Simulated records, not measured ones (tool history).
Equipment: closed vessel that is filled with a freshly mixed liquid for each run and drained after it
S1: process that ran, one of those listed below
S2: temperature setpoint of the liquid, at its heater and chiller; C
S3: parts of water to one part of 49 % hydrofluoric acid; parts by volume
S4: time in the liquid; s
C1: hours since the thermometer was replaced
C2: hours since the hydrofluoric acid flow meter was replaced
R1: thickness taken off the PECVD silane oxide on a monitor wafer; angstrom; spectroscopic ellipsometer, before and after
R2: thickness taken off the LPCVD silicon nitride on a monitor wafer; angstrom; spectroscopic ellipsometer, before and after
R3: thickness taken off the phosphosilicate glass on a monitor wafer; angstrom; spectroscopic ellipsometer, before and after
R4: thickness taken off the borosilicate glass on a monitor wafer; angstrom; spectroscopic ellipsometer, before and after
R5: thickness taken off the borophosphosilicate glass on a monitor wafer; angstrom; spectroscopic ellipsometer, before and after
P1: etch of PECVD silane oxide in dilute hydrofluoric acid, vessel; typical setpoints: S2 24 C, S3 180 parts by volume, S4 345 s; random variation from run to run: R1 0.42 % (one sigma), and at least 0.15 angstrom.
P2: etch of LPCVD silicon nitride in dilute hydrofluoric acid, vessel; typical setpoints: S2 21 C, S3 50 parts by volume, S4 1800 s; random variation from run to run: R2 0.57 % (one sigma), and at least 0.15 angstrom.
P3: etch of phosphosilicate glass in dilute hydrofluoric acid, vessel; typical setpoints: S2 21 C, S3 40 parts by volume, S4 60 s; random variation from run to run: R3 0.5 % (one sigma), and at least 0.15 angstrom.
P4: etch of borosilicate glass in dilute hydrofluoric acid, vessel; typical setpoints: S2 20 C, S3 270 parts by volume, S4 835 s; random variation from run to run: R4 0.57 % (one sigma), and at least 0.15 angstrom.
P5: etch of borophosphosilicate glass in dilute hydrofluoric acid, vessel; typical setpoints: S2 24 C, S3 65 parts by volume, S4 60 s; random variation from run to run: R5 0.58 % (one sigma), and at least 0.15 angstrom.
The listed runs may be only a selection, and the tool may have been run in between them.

run,hour,S1,S2,S3,S4,C1,C2,R1,R2,R3,R4,R5
1,16.8,P1,24,180,345,1131.4,404,263.88,,,,
2,25.1,P1,24,180,345,1139.7,412.3,264.03,,,,
3,35.2,P2,21,50,3085,1149.8,422.4,,219.98,,,
4,45,P1,24,180,345,1159.6,432.2,263.62,,,,
5,62,P2,21,50,1800,1176.6,449.2,,129.89,,,
6,80.1,P1,29,180,345,1194.7,467.3,315.59,,,,
7,88.3,P1,24,305,130,1202.9,475.5,51.518,,,,
8,100.8,P1,24,180,180,1215.4,488,136.44,,,,
9,112.1,P3,21,40,60,1226.7,499.3,,,2651.5,,
10,128.5,P1,19,300,345,1243.1,515.7,117.37,,,,
11,146.4,P1,24,95,345,1261,533.6,553.83,,,,
12,163.2,P3,21,40,30,1277.8,550.4,,,1309.2,,
13,180.3,P4,20,455,835,1294.9,567.5,,,,275.99,
14,197.3,P3,21,75,60,1311.9,584.5,,,1348.5,,
15,210.1,P4,20,270,835,1324.7,597.3,,,,545.96,
16,219,P1,24,180,520,1333.6,606.2,396.59,,,,
17,236.1,P3,29.5,40,60,1350.7,623.3,,,3737.4,,
18,244.2,P5,24,65,60,1358.8,631.4,,,,,383.1
19,253.9,P2,17,50,1800,1368.5,641.1,,98.129,,,
20,270.4,P5,24,65,110,1385,657.6,,,,,701.05
21,286.1,P1,24,180,345,1400.7,673.3,263.43,,,,
22,300.6,P4,20,270,155,1415.2,687.8,,,,101.58,
23,318.4,P1,24,180,345,1433,705.6,263.25,,,,
24,335.4,P2,21,25,1800,1450,722.6,,255.27,,,
25,351.2,P5,24,100,60,1465.8,738.4,,,,,239.05
26,361.6,P1,24,180,345,1476.2,748.8,262.39,,,,
27,379.5,P4,17,270,835,1494.1,766.7,,,,490.26,
28,393.7,P5,32.5,65,60,1508.3,780.9,,,,,532.13
29,408.4,P1,24,180,345,1523,795.6,262.28,,,,
30,419.8,P1,24,275,345,1534.4,807,156.77,,,,
31,433.8,P1,17,180,345,1548.4,821,200.65,,,,
32,450.2,P1,24,180,345,1564.8,837.4,264.02,,,,
33,464.1,P1,24,180,345,1578.7,851.3,272.4,,,,
34,474.5,P1,24,180,345,1589.1,861.7,275.18,,,,
35,485,P1,24,180,345,1599.6,872.2,275.83,,,,
36,496.6,P1,24,180,345,1611.2,883.8,278.25,,,,
37,512.8,P1,24,180,345,1627.4,900,279.33,,,,
38,523.3,P1,24,180,345,1637.9,910.5,279.74,,,,
39,532,P1,24,180,345,1646.6,919.2,280.43,,,,

The log shows P1 creeping away from where it was. Any of the 2 causes listed here, at the size stated for it, fits the log just as well as the others:
A: liquid hotter than its thermometer reads (K) = 1.63
B: hydrofluoric acid flow above the setpoint (%) = 5.17
Onset of the creep was near hour 450.2.

The check runs listed below each take one wafer, and their results are still question marks. Under which run would the listed causes lead to clearly different results?
check 1,540.7,P3,27.5,40,60,,,,,?,,
check 2,540.7,P5,29.5,65,60,,,,,,,?
check 3,540.7,P4,17,270,230,,,,,,?,
check 4,540.7,P2,17,50,2745,,,,?,,,

What each check would give under each cause:
check,result,if A,if B
check 1,R3,3691,3646.8
check 2,R5,509.7,505.81
check 3,R4,142.83,142.79
check 4,R2,168.06,157.28
Minimum pairwise separation of causes per check, each pair taken at its best-separating result: check 1 1.2 %; check 2 0.77 %; check 3 0.02 %; check 4 6.63 %
The causes can be told apart only by check 4. The other checks would give nearly the same results under each of them.

Check 4 was carried out, with these results: R2 158.7 angstrom. Which of the listed causes is responsible?

B is the cause: hydrofluoric acid flow above the setpoint (%).
